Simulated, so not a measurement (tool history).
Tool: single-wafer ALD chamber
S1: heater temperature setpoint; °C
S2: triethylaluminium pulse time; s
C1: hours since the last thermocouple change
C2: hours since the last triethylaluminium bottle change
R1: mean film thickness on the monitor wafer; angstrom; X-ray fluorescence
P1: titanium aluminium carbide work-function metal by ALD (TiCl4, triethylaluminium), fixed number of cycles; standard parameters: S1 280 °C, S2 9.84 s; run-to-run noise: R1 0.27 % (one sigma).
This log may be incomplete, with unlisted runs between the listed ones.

| run | hour | S1 | S2 | C1 | C2 | R1 |
|---|---|---|---|---|---|---|
| 1 | 8.2 | 280 | 9.84 | 491.2 | 438.7 | 18.409 |
| 2 | 22.5 | 263 | 13.15 | 505.5 | 453 | 17.317 |
| 3 | 35.1 | 280 | 9.84 | 518.1 | 465.6 | 18.482 |
| 4 | 46.6 | 280 | 14.55 | 529.6 | 477.1 | 18.894 |
| 5 | 55.5 | 280 | 3.32 | 538.5 | 486 | 12.972 |
| 6 | 68.6 | 280 | 9.84 | 551.6 | 499.1 | 18.423 |
| 7 | 84.8 | 280 | 9.84 | 567.8 | 515.3 | 18.395 |
| 8 | 92.8 | 280 | 9.84 | 575.8 | 523.3 | 18.314 |
| 9 | 103.2 | 280 | 9.84 | 586.2 | 533.7 | 18.415 |

What will run 10 give?
| 10 | 117.9 | 280 | 9.84 | 600.9 | 548.4 | ? |

{"run 10": {"R1": 18.421}}

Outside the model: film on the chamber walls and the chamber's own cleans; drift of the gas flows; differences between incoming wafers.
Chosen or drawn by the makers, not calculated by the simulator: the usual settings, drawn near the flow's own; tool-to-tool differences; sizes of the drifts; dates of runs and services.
